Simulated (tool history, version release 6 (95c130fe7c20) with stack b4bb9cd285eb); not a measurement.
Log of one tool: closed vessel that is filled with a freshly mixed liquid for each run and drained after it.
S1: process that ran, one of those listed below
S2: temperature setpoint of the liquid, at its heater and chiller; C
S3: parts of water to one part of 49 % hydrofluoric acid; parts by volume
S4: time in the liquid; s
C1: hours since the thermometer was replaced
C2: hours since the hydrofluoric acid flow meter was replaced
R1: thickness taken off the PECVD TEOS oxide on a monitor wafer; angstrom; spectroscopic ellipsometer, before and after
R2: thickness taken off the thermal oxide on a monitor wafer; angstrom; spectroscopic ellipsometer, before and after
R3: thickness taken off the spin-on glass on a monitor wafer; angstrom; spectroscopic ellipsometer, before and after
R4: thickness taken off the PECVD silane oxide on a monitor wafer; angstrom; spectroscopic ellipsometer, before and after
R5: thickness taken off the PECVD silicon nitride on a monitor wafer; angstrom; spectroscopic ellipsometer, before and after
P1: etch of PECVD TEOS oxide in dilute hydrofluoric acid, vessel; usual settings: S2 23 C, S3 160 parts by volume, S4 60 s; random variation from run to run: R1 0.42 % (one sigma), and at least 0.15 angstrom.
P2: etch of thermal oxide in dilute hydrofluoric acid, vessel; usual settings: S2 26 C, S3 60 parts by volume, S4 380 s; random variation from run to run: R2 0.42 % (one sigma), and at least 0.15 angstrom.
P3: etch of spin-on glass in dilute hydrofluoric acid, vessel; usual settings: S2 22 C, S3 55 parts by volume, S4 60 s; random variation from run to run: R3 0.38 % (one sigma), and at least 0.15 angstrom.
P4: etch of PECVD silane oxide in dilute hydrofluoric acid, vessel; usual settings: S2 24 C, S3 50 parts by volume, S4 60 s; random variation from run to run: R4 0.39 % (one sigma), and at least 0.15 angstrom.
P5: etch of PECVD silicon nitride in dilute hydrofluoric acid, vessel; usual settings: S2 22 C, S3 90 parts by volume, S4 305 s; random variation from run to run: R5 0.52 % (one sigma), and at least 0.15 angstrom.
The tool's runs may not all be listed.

| run | day | S1 | S2 | S3 | S4 | C1 | C2 | R1 | R2 | R3 | R4 | R5 |
|---|---|---|---|---|---|---|---|---|---|---|---|---|
| 1 | 0.362 | P1 | 23 | 160 | 60 | 334.4 | 894.6 | 63.56 |  |  |  |  |
| 2 | 0.825 | P2 | 26 | 60 | 765 | 345.5 | 905.7 |  | 718.24 |  |  |  |
| 3 | 1.442 | P2 | 26 | 60 | 380 | 360.3 | 920.5 |  | 357.49 |  |  |  |
| 4 | 2.033 | P1 | 23 | 235 | 60 | 374.5 | 934.7 | 40.257 |  |  |  |  |
| 5 | 2.4 | P1 | 23 | 160 | 105 | 383.3 | 943.5 | 111.7 |  |  |  |  |
| 6 | 3.025 | P3 | 22 | 55 | 60 | 398.3 | 958.5 |  |  | 374.87 |  |  |
| 7 | 3.475 | P1 | 23 | 160 | 60 | 409.1 | 969.3 | 63.71 |  |  |  |  |
| 8 | 3.925 | P4 | 24 | 75 | 60 | 419.9 | 980.1 |  |  |  | 426.16 |  |
| 9 | 4.292 | P5 | 22 | 90 | 480 | 428.7 | 988.9 |  |  |  |  | 112.71 |
| 10 | 4.783 | P4 | 24 | 50 | 60 | 440.5 | 1000.7 |  |  |  | 663.2 |  |
| 11 | 5.117 | P5 | 22 | 90 | 305 | 448.5 | 1008.7 |  |  |  |  | 72.002 |
| 12 | 5.658 | P1 | 23 | 90 | 60 | 461.5 | 1021.7 | 123.31 |  |  |  |  |
| 13 | 5.967 | P1 | 23 | 260 | 30 | 468.9 | 1029.1 | 17.758 |  |  |  |  |
| 14 | 6.596 | P1 | 28 | 160 | 95 | 484 | 1044.2 | 121.63 |  |  |  |  |
| 15 | 6.962 | P3 | 28.5 | 55 | 60 | 492.8 | 1053 |  |  | 487.47 |  |  |
| 16 | 7.404 | P1 | 23 | 160 | 60 | 503.4 | 1063.6 | 63.495 |  |  |  |  |
| 17 | 8.021 | P5 | 22 | 20 | 305 | 518.2 | 1078.4 |  |  |  |  | 310.94 |
| 18 | 8.358 | P4 | 24 | 50 | 30 | 526.3 | 1086.5 |  |  |  | 330.11 |  |
| 19 | 8.638 | P1 | 17.5 | 160 | 60 | 533 | 1093.2 | 51.403 |  |  |  |  |
| 20 | 9.175 | P2 | 26 | 40 | 380 | 545.9 | 1106.1 |  | 549.45 |  |  |  |
| 21 | 9.662 | P1 | 29 | 160 | 60 | 557.6 | 1117.8 | 79.564 |  |  |  |  |
| 22 | 10.217 | P3 | 22 | 95 | 60 | 570.9 | 1131.1 |  |  | 207.08 |  |  |

The next listed run, before its measurement:
| 23 | 10.517 | P1 | 23 | 160 | 60 | 578.1 | 1138.3 | ? |  |  |  |  |

Run 23 gave R1 64.25 angstrom.
